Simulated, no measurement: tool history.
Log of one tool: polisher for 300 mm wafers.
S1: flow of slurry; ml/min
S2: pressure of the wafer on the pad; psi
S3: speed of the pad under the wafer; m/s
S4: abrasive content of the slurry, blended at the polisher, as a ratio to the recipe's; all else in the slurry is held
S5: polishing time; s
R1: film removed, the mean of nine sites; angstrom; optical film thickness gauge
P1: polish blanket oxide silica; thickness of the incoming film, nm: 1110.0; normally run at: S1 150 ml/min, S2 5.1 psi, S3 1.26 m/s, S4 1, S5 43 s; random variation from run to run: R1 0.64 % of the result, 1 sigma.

run,hour,S1,S2,S3,S4,S5,R1
1,8.1,150,5.1,1.26,1,43,1672.5
2,17.2,150,5.1,1.26,1,43,1645.7
3,28.6,150,5.1,1.26,1,43,1683.8
4,40.9,150,5.1,1.26,1,43,1667.3
5,51.6,150,7.6,1.26,1,43,2493.1
6,63.7,150,5.1,1.26,0.65,43,1352.9
7,71.7,150,5.1,1.26,1,27,1053.8
8,80.6,150,5.1,1.26,1,43,1651.6
9,93.2,150,5.1,1.26,1,60,2339.3
10,104.5,150,2.3,1.26,1,43,752.88
11,110.8,120,5.1,1.26,1.25,43,1743.9
12,120.8,150,6.7,1.76,1,43,2855
13,129.6,150,5.1,1.26,1.45,43,1939.7
14,135.3,150,5.1,1.26,1,43,1675.2
15,142.8,150,5.1,1.94,1,43,2356.6
16,151.9,150,3.2,1.26,1,26,639.7
# hour 160.9: worn pad replaced by a new one
17,164.2,205,5.1,1.26,1,43,1740
18,172.4,90,5.1,1.26,1,43,1487.4
19,184.5,150,5.1,0.58,1,43,899.28
20,193.2,150,5.1,1.26,1,43,1653.8
21,198.9,150,5.1,1.26,1,43,1645
22,209.7,150,5.1,1.26,1,43,1624.6
23,215.3,150,5.1,1.26,1,43,1605.8
24,224.6,150,5.1,1.26,1,43,1569.3
# hour 228.2: conditioning disc replaced and pad reconditioned
25,236.4,150,5.1,1.26,1,43,1598.1
# hour 236.9: worn pad replaced by a new one
26,245.6,150,5.1,1.26,1,43,1585.2
# hour 252.3: slurry blender recalibrated
27,252.6,150,5.1,1.26,1,43,1580.2
28,258.9,150,5.1,1.26,1,43,1563.2
29,270.1,150,5.1,1.26,1,43,1548.7
30,275.7,150,5.1,1.26,1,43,1559.6
31,285.1,150,5.1,1.26,1,43,1565.3

What P1 gives has crept away from where it was. These 2 causes fit the log equally well, each at the size given:
A: head's pressure below its setpoint, % = 6.86
B: slurry flow missing at the pad, % = 29.3
The creep began at about hour 193.2.
Why every other cause is out:
removal rate lost through wear of the pad, %: serviced at hour 236.9, which brought nothing back
abrasive missing from the slurry, %: serviced at hour 252.3, which brought nothing back
time polished since the conditioner stopped cutting, s: serviced at hour 228.2, which brought nothing back

4 check runs are offered, each on 2 wafers whose results are averaged, their results left as question marks. Which one tells the causes apart?
check 1,294.5,150,2.8,0.6,1,43,?
check 2,294.5,150,5.1,1.94,0.65,43,?
check 3,294.5,90,7.4,1.26,1,43,?
check 4,294.5,150,5.1,1.72,1.25,43,?

What each check would give under each cause:
check,result,if A,if B
check 1,R1,471.47,471.42
check 2,R1,1764,1763.8
check 3,R1,2014.1,1934.7
check 4,R1,2193.6,2193.4
How far apart the two closest causes lie, in the result that separates them most: check 1 0.01 %; check 2 0.01 %; check 3 4.02 %; check 4 0.01 %
Only check 3 tells the causes apart: in the others they would give nearly the same result.

Check 3 was then run and gave: R1 2013.5 angstrom. Which cause is it?

It is A: head's pressure below its setpoint, %.
